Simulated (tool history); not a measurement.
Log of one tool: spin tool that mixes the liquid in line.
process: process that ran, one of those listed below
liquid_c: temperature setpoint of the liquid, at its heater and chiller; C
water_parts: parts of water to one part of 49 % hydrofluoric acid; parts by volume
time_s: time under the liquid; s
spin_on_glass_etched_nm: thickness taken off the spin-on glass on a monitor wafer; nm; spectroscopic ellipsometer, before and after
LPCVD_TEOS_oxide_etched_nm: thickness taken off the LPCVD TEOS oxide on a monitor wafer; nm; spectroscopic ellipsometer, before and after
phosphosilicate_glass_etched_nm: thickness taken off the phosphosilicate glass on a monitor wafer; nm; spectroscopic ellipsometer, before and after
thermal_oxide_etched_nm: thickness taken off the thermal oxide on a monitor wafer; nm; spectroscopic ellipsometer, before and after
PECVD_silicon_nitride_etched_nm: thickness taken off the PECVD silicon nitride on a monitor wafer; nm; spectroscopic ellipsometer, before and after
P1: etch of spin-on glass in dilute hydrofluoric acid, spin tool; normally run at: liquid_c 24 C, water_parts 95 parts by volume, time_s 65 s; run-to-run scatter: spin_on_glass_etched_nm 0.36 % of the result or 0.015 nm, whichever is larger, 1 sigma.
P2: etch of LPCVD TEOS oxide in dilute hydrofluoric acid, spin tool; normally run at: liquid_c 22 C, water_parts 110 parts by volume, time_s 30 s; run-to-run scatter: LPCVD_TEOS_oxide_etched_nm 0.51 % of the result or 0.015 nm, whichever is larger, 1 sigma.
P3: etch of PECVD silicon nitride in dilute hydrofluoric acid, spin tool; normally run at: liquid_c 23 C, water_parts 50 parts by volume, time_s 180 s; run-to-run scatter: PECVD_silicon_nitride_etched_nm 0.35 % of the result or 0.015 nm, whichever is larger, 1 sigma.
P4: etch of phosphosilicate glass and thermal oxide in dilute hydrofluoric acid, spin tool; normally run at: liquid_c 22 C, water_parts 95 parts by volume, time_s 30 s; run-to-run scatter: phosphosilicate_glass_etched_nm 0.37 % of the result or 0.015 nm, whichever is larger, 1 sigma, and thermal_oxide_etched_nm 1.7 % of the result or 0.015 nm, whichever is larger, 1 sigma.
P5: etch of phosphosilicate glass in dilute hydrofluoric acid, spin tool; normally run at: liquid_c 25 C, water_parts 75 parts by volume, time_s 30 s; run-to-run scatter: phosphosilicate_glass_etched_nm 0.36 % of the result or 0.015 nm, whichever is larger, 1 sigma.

run	hour	process	liquid_c	water_parts	time_s	spin_on_glass_etched_nm	LPCVD_TEOS_oxide_etched_nm	phosphosilicate_glass_etched_nm	thermal_oxide_etched_nm	PECVD_silicon_nitride_etched_nm
1	5.1	P1	24	95	65	14.673				
2	14.8	P2	22	110	15		3.2902			
3	20.3	P1	19	95	65	12.085				
4	29.1	P1	24	95	30	6.7737				
5	36.3	P1	24	95	65	14.769				
6	44.6	P1	27.5	95	65	16.874				
7	52.2	P5	25	75	30			43.003		
8	59.2	P2	22	110	30		6.5632			
9	68.8	P1	24	95	65	14.718				
10	75.8	P4	22	95	30			50.331	1.4593	
11	82	P4	22	95	60			100.13	2.9352	
12	87.8	P5	25	75	30			43.2		
# hour 88.8: hydrofluoric acid flow meter replaced
13	99.3	P1	24	95	65	14.69				
14	109.5	P1	24	95	65	14.741				
15	116.7	P3	23	20	180					22.166
16	123.3	P1	27.5	160	65	9.209				
17	128.5	P1	24	95	65	14.797				
18	134.1	P1	24	95	105	23.951				
19	142.4	P3	23	50	330					16.815
20	149.8	P1	31.5	95	20	6.1163				
21	161.3	P1	18	95	115	20.292				
22	170.9	P1	24	175	65	7.3071				
23	182.1	P3	30	50	180					14.603
24	191.2	P4	17	95	30			40.732	1.2118	
25	196.9	P2	22	110	30		6.58			
26	206.8	P4	22	95	30			49.818	1.503	
27	217.9	P5	25	115	30			26.658		
28	225	P5	25	75	15			21.51		
29	231.8	P3	23	50	180					9.1783
30	237.8	P5	17.5	75	30			31.483		
31	249.3	P2	22	60	30		12.932			
32	256.3	P2	17.5	110	30		5.4894			
33	267.6	P4	22	165	30			26.598	0.78132	
34	276.7	P1	24	30	65	50.991				
35	284.1	P1	24	95	65	14.609				
36	291.5	P1	24	95	65	14.404				
37	298.7	P1	24	95	65	14.054				
38	305.9	P1	24	95	65	14.04				
39	317.7	P1	24	95	65	13.845				
40	323.8	P1	24	95	65	13.821				
41	330.5	P1	24	95	65	13.789				
42	342.3	P1	24	95	65	13.743				
43	347.8	P1	24	95	65	13.809				

What P1 gives has crept away from where it was. These 2 causes fit the log equally well, each at the size given:
A: hydrofluoric acid flow below the setpoint (%) = 5.8
B: liquid colder than its thermometer reads (K) = 1.67
The creep began at about hour 284.1.

4 check runs are offered, one wafer each, their results left as question marks. Which one tells the causes apart?
check 1	353.3	P3	23	50	180					?
check 2	353.3	P4	22	95	30			?	?	
check 3	353.3	P2	22	110	30		?			
check 4	353.3	P5	25	75	30			?		

What each check would give under each cause:
check	result	if A	if B
check 1	PECVD_silicon_nitride_etched_nm	8.6431	8.1746
check 2	phosphosilicate_glass_etched_nm	46.754	46.685
check 2	thermal_oxide_etched_nm	1.373	1.371
check 3	LPCVD_TEOS_oxide_etched_nm	6.1956	6.1961
check 4	phosphosilicate_glass_etched_nm	40.285	40.224
How far apart the two closest causes lie, in the result that separates them most: check 1 5.57 %; check 2 0.15 %; check 3 0.01 %; check 4 0.15 %
Only check 1 tells the causes apart: in the others they would give nearly the same result.

Check 1 was then run and gave: PECVD_silicon_nitride_etched_nm 8.6661 nm. Which cause is it?

It is A: hydrofluoric acid flow below the setpoint (%).

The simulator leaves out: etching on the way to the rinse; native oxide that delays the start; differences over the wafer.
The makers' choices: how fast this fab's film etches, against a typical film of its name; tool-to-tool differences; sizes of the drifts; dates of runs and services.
